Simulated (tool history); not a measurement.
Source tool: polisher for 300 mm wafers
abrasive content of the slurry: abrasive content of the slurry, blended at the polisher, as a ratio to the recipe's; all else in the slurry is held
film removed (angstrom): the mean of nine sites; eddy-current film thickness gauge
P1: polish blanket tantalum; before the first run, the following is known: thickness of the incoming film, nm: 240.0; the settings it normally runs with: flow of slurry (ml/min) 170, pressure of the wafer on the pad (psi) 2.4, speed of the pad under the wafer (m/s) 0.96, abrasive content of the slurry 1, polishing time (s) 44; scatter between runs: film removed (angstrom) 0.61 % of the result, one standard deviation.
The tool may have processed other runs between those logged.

run,day,flow of slurry (ml/min),pressure of the wafer on the pad (psi),speed of the pad under the wafer (m/s),abrasive content of the slurry,polishing time (s),wafers polished on this pad,hours since the slurry nozzle was cleaned,hours since the head pressure was calibrated,hours since the slurry blender was calibrated,film removed (angstrom)
1,0.288,170,2.4,0.96,1,44,985,105,171,225.2,805.7
2,0.771,170,1.6,0.96,1,44,1111,116.6,182.6,236.8,538.06
3,1.225,170,2.4,1.38,1,44,1230,127.5,193.5,247.7,1153.9
4,1.471,170,2.4,0.96,1.35,44,1294,133.4,199.4,253.6,874.19
5,1.75,255,2.4,0.96,1,44,1367,140.1,206.1,260.3,839.5
6,2.138,170,2.4,0.96,1,44,1468,149.4,215.4,269.6,803.14
7,2.646,170,2.4,0.96,1,44,1601,161.6,227.6,281.8,789.9
8,3.171,170,2.4,0.96,1,44,1738,174.2,240.2,294.4,795.06
# day 3.612: slurry blender recalibrated
9,3.621,170,3.1,0.96,1,44,1855,185,251,0.2,1044
10,3.862,170,2.4,0.96,1,28,1918,190.8,256.8,6,509.83
11,4.154,170,2.4,0.96,1,44,1994,197.8,263.8,13,791.77
12,4.496,170,2.4,0.44,1,44,2084,206,272,21.2,369.95
13,4.779,170,1.3,1.24,1,44,2158,212.8,278.8,28,561.26
14,5.233,170,2.4,0.96,1,65,2276,223.7,289.7,38.9,1176.2
15,5.512,170,2.4,0.96,0.6,44,2349,230.4,296.4,45.6,666.65
16,6.008,170,2.4,0.96,1,44,2479,242.3,308.3,57.5,805.28
17,6.462,100,2.4,0.96,1,44,2597,253.2,319.2,68.4,736.67
18,6.996,170,2.4,0.96,1,44,2736,266,332,81.2,797.28
19,7.504,170,2.4,0.96,1,44,2869,278.2,344.2,93.4,798.38
20,7.854,170,2.4,0.96,1,44,2961,286.6,352.6,101.8,782.23

The next listed run, before its measurement:
21,8.267,170,2.4,0.96,1,44,3068,296.5,362.5,111.7,?

Run 21 came out at film removed (angstrom) 754.48.
